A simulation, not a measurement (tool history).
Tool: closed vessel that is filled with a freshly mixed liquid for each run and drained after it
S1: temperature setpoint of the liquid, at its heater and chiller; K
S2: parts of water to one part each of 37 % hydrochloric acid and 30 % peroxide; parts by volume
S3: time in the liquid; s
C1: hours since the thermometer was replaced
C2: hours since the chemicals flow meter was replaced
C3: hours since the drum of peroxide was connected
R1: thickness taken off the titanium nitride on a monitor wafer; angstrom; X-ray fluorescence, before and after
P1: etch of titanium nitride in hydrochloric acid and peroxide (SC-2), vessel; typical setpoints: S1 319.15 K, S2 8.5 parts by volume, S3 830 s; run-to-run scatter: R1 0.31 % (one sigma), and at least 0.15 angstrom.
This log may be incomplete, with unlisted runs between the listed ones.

| run | hour | S1 | S2 | S3 | C1 | C2 | C3 | R1 |
|---|---|---|---|---|---|---|---|---|
| 1 | 4.7 | 319.15 | 8.5 | 830 | 1307.5 | 322.6 | 99.3 | 152.210 |
| 2 | 9.1 | 308.15 | 8.5 | 830 | 1311.9 | 327.0 | 103.7 | 70.045 |
| 3 | 11.6 | 319.15 | 8.5 | 150 | 1314.4 | 329.5 | 106.2 | 27.884 |
| 4 | 14.5 | 319.15 | 8.5 | 1335 | 1317.3 | 332.4 | 109.1 | 245.350 |
| 5 | 18.7 | 331.65 | 8.5 | 830 | 1321.5 | 336.6 | 113.3 | 347.080 |
| 6 | 22.3 | 326.65 | 12.0 | 830 | 1325.1 | 340.2 | 116.9 | 190.690 |
| 7 | 26.2 | 319.15 | 4.0 | 830 | 1329.0 | 344.1 | 120.8 | 268.690 |
| 8 | 28.4 | 319.15 | 8.5 | 830 | 1331.2 | 346.3 | 123.0 | 153.180 |
| 9 | 32.4 | 319.15 | 8.5 | 830 | 1335.2 | 350.3 | 127.0 | 153.850 |
| 10 | 36.7 | 319.15 | 4.0 | 1240 | 1339.5 | 354.6 | 131.3 | 400.860 |
| 11 | 38.9 | 319.15 | 8.5 | 830 | 1341.7 | 356.8 | 133.5 | 152.730 |
| 12 | 42.4 | 319.15 | 12.0 | 830 | 1345.2 | 360.3 | 137.0 | 115.210 |
| 13 | 46.4 | 319.15 | 8.5 | 830 | 1349.2 | 364.3 | 141.0 | 152.840 |
| 14 | 50.9 | 319.15 | 8.5 | 830 | 1353.7 | 368.8 | 145.5 | 145.250 |
| 15 | 53.5 | 319.15 | 8.5 | 830 | 1356.3 | 371.4 | 148.1 | 142.390 |
| 16 | 57.7 | 319.15 | 8.5 | 830 | 1360.5 | 375.6 | 152.3 | 140.530 |
| 17 | 60.0 | 319.15 | 8.5 | 830 | 1362.8 | 377.9 | 154.6 | 140.460 |
|  | 62.9 | new drum of peroxide connected |
| 18 | 64.9 | 319.15 | 8.5 | 830 | 1367.7 | 382.8 | 2.1 | 139.740 |
| 19 | 68.5 | 319.15 | 8.5 | 830 | 1371.3 | 386.4 | 5.7 | 139.890 |

The log shows P1 creeping away from where it was. Any of the 2 causes listed here, at the size stated for it, fits the log just as well as the others:
A: chemicals flow below the setpoint (%) = 10.8
B: liquid colder than its thermometer reads (K) = 1.37
Onset of the creep was near hour 46.4.
Every other cause this tool's parts could produce, and why it does not fit the log:
peroxide weaker than its label (%): serviced at hour 62.9, which brought nothing back

4 check runs are offered, each on 2 wafers whose results are averaged, their results left as question marks. Which one tells the causes apart?
| check 1 | 72.1 | 308.15 | 4.0 | 830 |  |  |  | ? |
| check 2 | 72.1 | 310.65 | 8.5 | 300 |  |  |  | ? |
| check 3 | 72.1 | 327.65 | 8.5 | 315 |  |  |  | ? |
| check 4 | 72.1 | 329.65 | 5.5 | 830 |  |  |  | ? |

Outcome of each check run for each possible cause:
| check | result | if A | if B |
|---|---|---|---|
| check 1 | R1 | 113.890 | 111.270 |
| check 2 | R1 | 27.769 | 27.609 |
| check 3 | R1 | 93.282 | 93.680 |
| check 4 | R1 | 394.760 | 393.560 |
Per-check spread between the two closest causes, in the result where they differ most: check 1 2.33 %; check 2 0.58 %; check 3 0.43 %; check 4 0.31 %
Only check 1 tells the causes apart: in the others they would give nearly the same result.

Here is what check 1 returned: R1 111.470 angstrom. Which cause is it?

Of the candidate causes, it is B: liquid colder than its thermometer reads (K).

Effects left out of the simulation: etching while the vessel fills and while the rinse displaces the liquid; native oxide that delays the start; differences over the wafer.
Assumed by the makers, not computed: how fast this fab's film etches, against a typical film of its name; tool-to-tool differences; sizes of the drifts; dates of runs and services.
